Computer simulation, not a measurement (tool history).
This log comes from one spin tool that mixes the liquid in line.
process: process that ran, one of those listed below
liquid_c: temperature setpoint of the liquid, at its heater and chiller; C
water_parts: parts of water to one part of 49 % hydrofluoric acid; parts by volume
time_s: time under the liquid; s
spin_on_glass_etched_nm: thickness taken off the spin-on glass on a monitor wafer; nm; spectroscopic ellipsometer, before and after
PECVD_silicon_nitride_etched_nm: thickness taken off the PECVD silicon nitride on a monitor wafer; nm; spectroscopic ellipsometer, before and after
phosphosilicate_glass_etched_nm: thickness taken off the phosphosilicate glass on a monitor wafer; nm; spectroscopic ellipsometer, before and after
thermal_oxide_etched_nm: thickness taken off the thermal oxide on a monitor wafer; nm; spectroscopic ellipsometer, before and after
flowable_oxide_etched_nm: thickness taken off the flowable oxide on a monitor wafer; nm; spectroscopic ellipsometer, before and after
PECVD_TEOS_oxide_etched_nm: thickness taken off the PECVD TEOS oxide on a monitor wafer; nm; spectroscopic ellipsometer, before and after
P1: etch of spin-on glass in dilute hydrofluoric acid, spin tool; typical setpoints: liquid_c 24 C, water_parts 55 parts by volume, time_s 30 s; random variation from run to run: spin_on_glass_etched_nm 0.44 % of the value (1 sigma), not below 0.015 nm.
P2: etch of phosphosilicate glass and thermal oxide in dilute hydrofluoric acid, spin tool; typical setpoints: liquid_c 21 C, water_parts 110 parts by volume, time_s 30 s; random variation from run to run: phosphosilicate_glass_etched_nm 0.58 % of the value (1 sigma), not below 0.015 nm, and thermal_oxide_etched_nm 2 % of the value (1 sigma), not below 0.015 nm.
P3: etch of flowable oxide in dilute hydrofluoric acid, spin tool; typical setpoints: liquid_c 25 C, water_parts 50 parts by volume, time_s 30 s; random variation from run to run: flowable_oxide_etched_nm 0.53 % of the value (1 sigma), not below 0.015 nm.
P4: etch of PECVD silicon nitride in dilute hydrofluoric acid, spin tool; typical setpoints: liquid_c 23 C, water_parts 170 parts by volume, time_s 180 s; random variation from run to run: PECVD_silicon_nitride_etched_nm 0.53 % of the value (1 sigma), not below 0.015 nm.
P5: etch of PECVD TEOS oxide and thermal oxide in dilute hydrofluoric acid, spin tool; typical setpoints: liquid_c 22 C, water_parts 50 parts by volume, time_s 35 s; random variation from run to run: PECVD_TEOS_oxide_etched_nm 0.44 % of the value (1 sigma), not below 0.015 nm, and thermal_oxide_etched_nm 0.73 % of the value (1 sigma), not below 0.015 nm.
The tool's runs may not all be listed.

run	hour	process	liquid_c	water_parts	time_s	hours since the thermometer was replaced	hours since the hydrofluoric acid flow meter was replaced	spin_on_glass_etched_nm	PECVD_silicon_nitride_etched_nm	phosphosilicate_glass_etched_nm	thermal_oxide_etched_nm	flowable_oxide_etched_nm	PECVD_TEOS_oxide_etched_nm
1	5.6	P1	24	55	30	602.7	661.3	24.461					
2	10.5	P4	23	170	180	607.6	666.2		4.0094				
3	17.1	P2	21	110	60	614.2	672.8			41.321	2.377		
4	23.2	P3	25	50	30	620.3	678.9					18.444	
5	29.6	P4	30	170	180	626.7	685.3		6.1367				
6	37.1	P2	21	110	30	634.2	692.8			21.051	1.1233		
7	43.1	P4	23	255	180	640.2	698.8		2.6964				
8	47.9	P2	21	155	30	645	703.6			14.113	0.7701		
9	53.5	P1	30	55	30	650.6	709.2	31.095					
10	59.4	P1	24	55	30	656.5	715.1	24.555					
11	62.9	P4	23	170	180	660	718.6		3.9856				
12	70	P4	23	170	35	667.1	725.7		0.75584				
13	76	P3	25	80	30	673.1	731.7					11.192	
14	79.2	P1	24	55	50	676.3	734.9	40.777					
15	86	P1	24	55	30	683.1	741.7	24.658					
16	90	P5	17	50	35	687.1	745.7				2.6159		8.1021
17	95.4	P1	24	55	30	692.5	751.1	24.611					
18	98.7	P5	22	85	35	695.8	754.4				1.832		5.6708
19	103.2	P5	22	50	15	700.3	758.9				1.3788		4.2378
20	107.6	P1	18.5	55	30	704.7	763.3	19.588					
21	112.2	P3	29	50	30	709.3	767.9					21.786	
22	117.2	P1	19	55	15	714.3	772.9	10.05					
23	122.4	P1	24	55	30	719.5	778.1	24.721					
24	128.6	P1	24	20	30	725.7	784.3	71.245					
25	132.2	P3	25	50	30	729.3	787.9					18.523	
26	138.5	P2	27.5	110	30	735.6	794.2			26.738	1.5136		
27	146	P5	22	50	35	743.1	801.7				3.163		10.026
28	150.2	P3	25	50	15	747.3	805.9					9.259	
29	153.8	P1	24	55	15	750.9	809.5	12.321					
30	158.3	P1	24	80	30	755.4	814	16.396					
31	162.1	P1	24	55	30	759.2	817.8	24.533					
32	169.2	P1	24	55	30	766.3	824.9	25.605					
33	174.1	P1	24	55	30	771.2	829.8	26.385					
34	178.9	P1	24	55	30	776	834.6	26.496					
35	182.5	P1	24	55	30	779.6	838.2	26.849					
36	189.3	P1	24	55	30	786.4	845	26.696					
37	193.9	P1	24	55	30	791	849.6	26.89					

Something has made what P1 gives creep away from where it was; the 2 causes below, each at its own stated size, fit the log equally well:
A: liquid hotter than its thermometer reads (K) = 2.05
B: hydrofluoric acid flow above the setpoint (%) = 8.07
The creep began at about hour 162.1.

Which of the 4 check runs listed below separates the causes, so that each cause would produce a clearly different result? Each run uses one wafer, and its results are marked with question marks.
check 1	198.5	P3	25	50	30							?	
check 2	198.5	P4	23	170	180				?				
check 3	198.5	P2	21	110	30					?	?		
check 4	198.5	P5	22	50	35						?		?

Check results expected under each cause:
check	result	if A	if B
check 1	flowable_oxide_etched_nm	20.069	20.061
check 2	PECVD_silicon_nitride_etched_nm	4.545	4.303
check 3	phosphosilicate_glass_etched_nm	22.558	22.665
check 3	thermal_oxide_etched_nm	1.2445	1.2504
check 4	thermal_oxide_etched_nm	3.5026	3.4929
check 4	PECVD_TEOS_oxide_etched_nm	10.906	10.876
Smallest distance between any two causes, each pair judged by its most separating result, in per cent: check 1 0.04 %; check 2 5.47 %; check 3 0.48 %; check 4 0.28 %
Check 2 distinguishes between the causes, while the remaining checks would return nearly the same result for all of them.

Running check 2 produced the following: PECVD_silicon_nitride_etched_nm 4.5219 nm. Which one of the listed causes fits?

It was cause A: liquid hotter than its thermometer reads (K).
